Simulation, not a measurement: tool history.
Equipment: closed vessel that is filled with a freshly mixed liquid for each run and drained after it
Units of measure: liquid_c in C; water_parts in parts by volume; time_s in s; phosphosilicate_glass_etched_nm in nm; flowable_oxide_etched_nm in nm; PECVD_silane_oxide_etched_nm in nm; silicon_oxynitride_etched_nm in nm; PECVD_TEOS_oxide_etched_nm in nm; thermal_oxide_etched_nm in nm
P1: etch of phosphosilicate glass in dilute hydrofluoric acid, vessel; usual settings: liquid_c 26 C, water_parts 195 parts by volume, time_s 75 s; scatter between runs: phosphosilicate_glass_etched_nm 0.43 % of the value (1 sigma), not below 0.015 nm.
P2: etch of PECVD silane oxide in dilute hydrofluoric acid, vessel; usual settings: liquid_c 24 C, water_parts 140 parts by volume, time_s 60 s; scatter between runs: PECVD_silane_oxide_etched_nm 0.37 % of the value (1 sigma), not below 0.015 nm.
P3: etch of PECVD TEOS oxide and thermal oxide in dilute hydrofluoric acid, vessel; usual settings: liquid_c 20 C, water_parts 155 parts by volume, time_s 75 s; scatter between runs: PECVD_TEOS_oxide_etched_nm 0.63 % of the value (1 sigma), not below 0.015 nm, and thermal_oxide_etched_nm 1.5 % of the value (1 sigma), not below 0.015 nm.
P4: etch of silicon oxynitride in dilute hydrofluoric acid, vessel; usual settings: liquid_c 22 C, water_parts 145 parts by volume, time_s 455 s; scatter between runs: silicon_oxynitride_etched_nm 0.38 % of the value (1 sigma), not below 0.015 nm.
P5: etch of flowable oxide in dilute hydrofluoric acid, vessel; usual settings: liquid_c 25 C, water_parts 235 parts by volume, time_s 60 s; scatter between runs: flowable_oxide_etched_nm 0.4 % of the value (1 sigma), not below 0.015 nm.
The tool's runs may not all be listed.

run,hour,process,liquid_c,water_parts,time_s,hours since the thermometer was replaced,hours since the hydrofluoric acid flow meter was replaced,phosphosilicate_glass_etched_nm,flowable_oxide_etched_nm,PECVD_silane_oxide_etched_nm,silicon_oxynitride_etched_nm,PECVD_TEOS_oxide_etched_nm,thermal_oxide_etched_nm
1,9.2,P1,26,195,75,943.2,443.8,34.576,,,,,
2,20.2,P5,25,235,30,954.2,454.8,,3.0274,,,,
3,27.3,P1,26,195,30,961.3,461.9,13.819,,,,,
4,33.2,P1,21,335,75,967.2,467.8,14.65,,,,,
5,40.6,P2,24,140,30,974.6,475.2,,,10.084,,,
6,51.8,P2,24,235,60,985.8,486.4,,,10.77,,,
7,58,P1,26,195,75,992,492.6,34.574,,,,,
8,69,P1,26,105,35,1003,503.6,33.39,,,,,
9,76.5,P1,21,195,75,1010.5,511.1,28.597,,,,,
10,84.8,P2,24,140,60,1018.8,519.4,,,20.177,,,
11,93.4,P5,25,115,60,1027.4,528,,14.289,,,,
12,103.2,P4,22,145,455,1037.2,537.8,,,,9.361,,
13,112.2,P3,20,260,75,1046.2,546.8,,,,,2.4258,1.0166
14,123,P5,32.5,235,60,1057,557.6,,7.8724,,,,
15,129.7,P1,26,95,75,1063.7,564.3,80.046,,,,,
16,140.7,P1,26,195,75,1074.7,575.3,34.69,,,,,
17,150.7,P4,22,145,455,1084.7,585.3,,,,9.3496,,
18,160.5,P2,24,140,60,1094.5,595.1,,,19.961,,,
19,170.8,P3,17,155,75,1104.8,605.4,,,,,4.0159,1.6374
20,178.6,P1,26,195,75,1112.6,613.2,34.785,,,,,
21,189.6,P4,22,145,910,1123.6,624.2,,,,18.64,,
22,197.6,P5,25,235,60,1131.6,632.2,,6.0661,,,,
23,208.2,P3,20,155,75,1142.2,642.8,,,,,4.5338,1.9077
24,217,P1,33.5,195,75,1151,651.6,44.871,,,,,
25,229.6,P4,22,35,455,1163.6,664.2,,,,42.154,,
26,237.1,P5,25,235,60,1171.1,671.7,,6.1169,,,,
27,243.6,P2,18,140,60,1177.6,678.2,,,15.959,,,
28,251.2,P4,17,145,455,1185.2,685.8,,,,7.3865,,
29,260.7,P3,20,155,40,1194.7,695.3,,,,,2.4616,0.97728
30,267.4,P1,26,195,135,1201.4,702,61.828,,,,,
31,275.8,P1,26,195,75,1209.8,710.4,34.699,,,,,
32,285.2,P1,26,290,75,1219.2,719.8,20.851,,,,,

The next listed run, before its measurement:
33,294.8,P3,20,155,75,1228.8,729.4,,,,,?,?

PECVD_TEOS_oxide_etched_nm: 4.5509 nm
thermal_oxide_etched_nm: 1.8651 nm
